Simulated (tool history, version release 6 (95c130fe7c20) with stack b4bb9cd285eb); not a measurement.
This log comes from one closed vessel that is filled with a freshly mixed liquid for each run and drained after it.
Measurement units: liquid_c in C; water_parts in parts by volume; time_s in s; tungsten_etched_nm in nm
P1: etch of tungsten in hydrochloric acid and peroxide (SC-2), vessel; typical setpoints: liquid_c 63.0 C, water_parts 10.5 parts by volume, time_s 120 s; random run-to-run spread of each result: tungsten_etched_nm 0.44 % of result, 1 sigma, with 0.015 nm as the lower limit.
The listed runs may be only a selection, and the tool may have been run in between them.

run   hour  liquid_c  water_parts  time_s  hours since the thermometer was replaced  hours since the chemicals flow meter was replaced  hours since the drum of peroxide was connected  tungsten_etched_nm
  1    8.6      63.0         10.5     120                                     553.3                                              343.0                                           488.7              51.482
  2   26.2      63.0         10.5     235                                     570.9                                              360.6                                           506.3             100.400
  3   42.1      63.0         10.5     120                                     586.8                                              376.5                                           522.2              51.354
  4   54.5      63.0         18.5     120                                     599.2                                              388.9                                           534.6              31.360
  5   62.3      63.0          4.0     120                                     607.0                                              396.7                                           542.4             107.560
  6   79.3      63.0         10.5     120                                     624.0                                              413.7                                           559.4              51.233
  7   90.0      63.0         15.5     175                                     634.7                                              424.4                                           570.1              53.761
      96.3  -- thermometer replaced
  8   98.1      63.0         10.5     120                                       1.9                                              432.5                                           578.2              51.477
  9  112.0      70.5         10.5     120                                      15.8                                              446.4                                           592.1              80.971
 10  128.0      47.5         10.5     120                                      31.8                                              462.4                                           608.1              18.795
 11  143.3      63.0         10.5      30                                      47.1                                              477.7                                           623.4              12.912
 12  160.8      63.0         10.5     120                                      64.6                                              495.2                                           640.9              51.719
 13  176.5      63.0         10.5     120                                      80.3                                              510.9                                           656.6              53.281
 14  187.1      63.0         10.5     120                                      90.9                                              521.5                                           667.2              53.952
 15  202.0      63.0         10.5     120                                     105.8                                              536.4                                           682.1              55.066

What does the tool deliver on the next run?
 16  212.2      63.0         10.5     120                                     116.0                                              546.6                                           692.3                   ?

tungsten_etched_nm: 54.997 nm
